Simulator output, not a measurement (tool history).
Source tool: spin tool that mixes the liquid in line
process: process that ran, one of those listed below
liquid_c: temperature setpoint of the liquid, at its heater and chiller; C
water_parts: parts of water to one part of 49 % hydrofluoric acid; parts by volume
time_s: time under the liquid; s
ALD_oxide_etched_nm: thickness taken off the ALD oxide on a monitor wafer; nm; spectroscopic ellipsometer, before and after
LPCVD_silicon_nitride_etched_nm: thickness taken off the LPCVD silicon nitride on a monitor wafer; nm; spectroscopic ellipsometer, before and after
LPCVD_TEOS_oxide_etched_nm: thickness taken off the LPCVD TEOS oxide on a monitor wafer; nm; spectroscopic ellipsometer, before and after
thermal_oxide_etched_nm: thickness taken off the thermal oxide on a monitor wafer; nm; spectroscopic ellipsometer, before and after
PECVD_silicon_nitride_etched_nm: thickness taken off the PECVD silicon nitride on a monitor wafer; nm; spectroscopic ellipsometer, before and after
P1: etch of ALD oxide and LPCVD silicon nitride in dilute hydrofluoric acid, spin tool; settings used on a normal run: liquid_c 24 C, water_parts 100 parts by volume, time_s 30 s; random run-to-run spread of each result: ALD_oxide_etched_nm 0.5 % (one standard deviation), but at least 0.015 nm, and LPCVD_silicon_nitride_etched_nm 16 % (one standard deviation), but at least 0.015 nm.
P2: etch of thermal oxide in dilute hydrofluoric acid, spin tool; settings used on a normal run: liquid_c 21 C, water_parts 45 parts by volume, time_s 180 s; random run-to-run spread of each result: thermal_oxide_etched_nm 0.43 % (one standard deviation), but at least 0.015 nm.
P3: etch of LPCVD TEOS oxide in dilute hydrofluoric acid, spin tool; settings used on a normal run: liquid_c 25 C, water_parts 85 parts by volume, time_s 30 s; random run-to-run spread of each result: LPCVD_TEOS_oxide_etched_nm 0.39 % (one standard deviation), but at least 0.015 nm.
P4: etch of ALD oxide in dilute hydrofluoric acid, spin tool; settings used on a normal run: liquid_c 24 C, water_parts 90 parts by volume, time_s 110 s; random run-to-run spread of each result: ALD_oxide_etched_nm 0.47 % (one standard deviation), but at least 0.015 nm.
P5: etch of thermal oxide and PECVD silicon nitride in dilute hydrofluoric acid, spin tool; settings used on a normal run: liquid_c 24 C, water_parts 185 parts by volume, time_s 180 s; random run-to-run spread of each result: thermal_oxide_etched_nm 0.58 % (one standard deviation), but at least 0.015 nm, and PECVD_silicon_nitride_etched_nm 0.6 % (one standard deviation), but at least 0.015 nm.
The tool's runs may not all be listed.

| run | hour | process | liquid_c | water_parts | time_s | hours since the thermometer was replaced | hours since the hydrofluoric acid flow meter was replaced | ALD_oxide_etched_nm | LPCVD_silicon_nitride_etched_nm | LPCVD_TEOS_oxide_etched_nm | thermal_oxide_etched_nm | PECVD_silicon_nitride_etched_nm |
|---|---|---|---|---|---|---|---|---|---|---|---|---|
| 1 | 12.4 | P1 | 24 | 100 | 30 | 162.1 | 317.3 | 9.91 | 0.13818 |  |  |  |
| 2 | 31.2 | P1 | 24 | 60 | 30 | 180.9 | 336.1 | 17.381 | 0.21645 |  |  |  |
| 3 | 43.3 | P3 | 25 | 85 | 60 | 193 | 348.2 |  |  | 12.576 |  |  |
| 4 | 54.6 | P1 | 24 | 140 | 50 | 204.3 | 359.5 | 11.111 | 0.1643 |  |  |  |
| 5 | 69 | P1 | 24 | 100 | 60 | 218.7 | 373.9 | 19.685 | 0.28333 |  |  |  |
| 6 | 85.6 | P1 | 29.5 | 100 | 30 | 235.3 | 390.5 | 12.164 | 0.22716 |  |  |  |
| 7 | 104.2 | P5 | 24 | 55 | 180 | 253.9 | 409.1 |  |  |  | 16.55 | 10.975 |
| 8 | 122.9 | P2 | 21 | 45 | 180 | 272.6 | 427.8 |  |  |  | 17.702 |  |
| 9 | 137.2 | P1 | 24 | 180 | 30 | 286.9 | 442.1 | 4.9604 | 0.072167 |  |  |  |
| 10 | 155.5 | P2 | 21 | 45 | 35 | 305.2 | 460.4 |  |  |  | 3.4366 |  |
| 11 | 167.9 | P1 | 24 | 50 | 15 | 317.6 | 472.8 | 10.456 | 0.17741 |  |  |  |
| 12 | 181.5 | P4 | 24 | 90 | 160 | 331.2 | 486.4 | 29.362 |  |  |  |  |
| 13 | 200.7 | P1 | 24 | 100 | 30 | 350.4 | 505.6 | 9.8014 | 0.13012 |  |  |  |
| 14 | 212.1 | P2 | 21 | 75 | 180 | 361.8 | 517 |  |  |  | 10.249 |  |
| 15 | 230.9 | P4 | 18.5 | 90 | 110 | 380.6 | 535.8 | 16.251 |  |  |  |  |
| 16 | 247 | P3 | 20.5 | 85 | 30 | 396.7 | 551.9 |  |  | 5.3128 |  |  |
| 17 | 255.4 | P1 | 24 | 100 | 30 | 405.1 | 560.3 | 9.8954 | 0.17781 |  |  |  |
| 18 | 271 | P4 | 24 | 25 | 110 | 420.7 | 575.9 | 80.514 |  |  |  |  |
| 19 | 287.1 | P4 | 24 | 90 | 110 | 436.8 | 592 | 20.333 |  |  |  |  |
| 20 | 301.1 | P3 | 25 | 85 | 30 | 450.8 | 606 |  |  | 6.3224 |  |  |
| 21 | 310.8 | P1 | 31 | 100 | 15 | 460.5 | 615.7 | 6.4026 | 0.076191 |  |  |  |
| 22 | 321.3 | P5 | 18 | 185 | 180 | 471 | 626.2 |  |  |  | 3.345 | 2.2541 |
| 23 | 339 | P5 | 24 | 185 | 360 | 488.7 | 643.9 |  |  |  | 8.4363 | 6.6768 |
| 24 | 354.2 | P1 | 24 | 100 | 15 | 503.9 | 659.1 | 4.844 | 0.075685 |  |  |  |
| 25 | 365.3 | P1 | 24 | 100 | 30 | 515 | 670.2 | 9.8636 | 0.10973 |  |  |  |
| 26 | 382.1 | P5 | 24 | 185 | 180 | 531.8 | 687 |  |  |  | 4.1567 | 3.3589 |
| 27 | 398.8 | P1 | 17 | 100 | 30 | 548.5 | 703.7 | 7.3533 | 0.05552 |  |  |  |
| 28 | 414.6 | P5 | 24 | 185 | 180 | 564.3 | 719.5 |  |  |  | 4.2568 | 3.3668 |
| 29 | 431.5 | P3 | 25 | 35 | 30 | 581.2 | 736.4 |  |  | 16.527 |  |  |
| 30 | 441 | P2 | 17 | 45 | 180 | 590.7 | 745.9 |  |  |  | 14.95 |  |
| 31 | 451.2 | P3 | 25 | 85 | 30 | 600.9 | 756.1 |  |  | 6.2781 |  |  |
| 32 | 465.8 | P1 | 24 | 100 | 30 | 615.5 | 770.7 | 9.8268 | 0.12422 |  |  |  |
| 33 | 478.9 | P1 | 24 | 100 | 30 | 628.6 | 783.8 | 10.097 | 0.14096 |  |  |  |
| 34 | 495.1 | P1 | 24 | 100 | 30 | 644.8 | 800 | 10.308 | 0.13742 |  |  |  |
| 35 | 508.3 | P1 | 24 | 100 | 30 | 658 | 813.2 | 10.52 | 0.15448 |  |  |  |
| 36 | 524 | P1 | 24 | 100 | 30 | 673.7 | 828.9 | 10.615 | 0.12818 |  |  |  |
| 37 | 537.8 | P1 | 24 | 100 | 30 | 687.5 | 842.7 | 10.534 | 0.182 |  |  |  |
| 38 | 553 | P1 | 24 | 100 | 30 | 702.7 | 857.9 | 10.584 | 0.086819 |  |  |  |
| 39 | 570.4 | P1 | 24 | 100 | 30 | 720.1 | 875.3 | 10.652 | 0.15122 |  |  |  |
| 40 | 589.2 | P1 | 24 | 100 | 30 | 738.9 | 894.1 | 10.613 | 0.12882 |  |  |  |
| 41 | 605.1 | P1 | 24 | 100 | 30 | 754.8 | 910 | 10.736 | 0.094372 |  |  |  |

Compared with where it was, what P1 gives has crept away. Each cause listed below fits the log as well as the rest, at the size given for it:
A: liquid hotter than its thermometer reads (K) = 2.07
B: hydrofluoric acid flow above the setpoint (%) = 7.52
Onset of the creep was near hour 465.8.

Question marks stand in for the results of the 4 check runs listed below, each run on one wafer. Under which run would the listed causes show clearly different results?
| check 1 | 621 | P4 | 24 | 90 | 110 |  |  | ? |  |  |  |  |
| check 2 | 621 | P5 | 24 | 185 | 180 |  |  |  |  |  | ? | ? |
| check 3 | 621 | P3 | 25 | 85 | 30 |  |  |  |  | ? |  |  |
| check 4 | 621 | P2 | 21 | 45 | 180 |  |  |  |  |  | ? |  |

If the cause were each of the candidates in turn, the checks would give the following:
| check | result | if A | if B |
|---|---|---|---|
| check 1 | ALD_oxide_etched_nm | 22.082 | 22.049 |
| check 2 | thermal_oxide_etched_nm | 4.5402 | 4.5875 |
| check 2 | PECVD_silicon_nitride_etched_nm | 3.8147 | 3.5973 |
| check 3 | LPCVD_TEOS_oxide_etched_nm | 6.8568 | 6.8477 |
| check 4 | thermal_oxide_etched_nm | 19.32 | 19.121 |
How far apart the two closest causes lie, in the result that separates them most: check 1 0.15 %; check 2 5.87 %; check 3 0.13 %; check 4 1.04 %
Only check 2 tells the causes apart: in the others they would give nearly the same result.

After running check 2, the following was obtained: thermal_oxide_etched_nm 4.6045 nm; PECVD_silicon_nitride_etched_nm 3.5833 nm. Which cause does this point to?

The correct cause is B, namely: hydrofluoric acid flow above the setpoint (%).
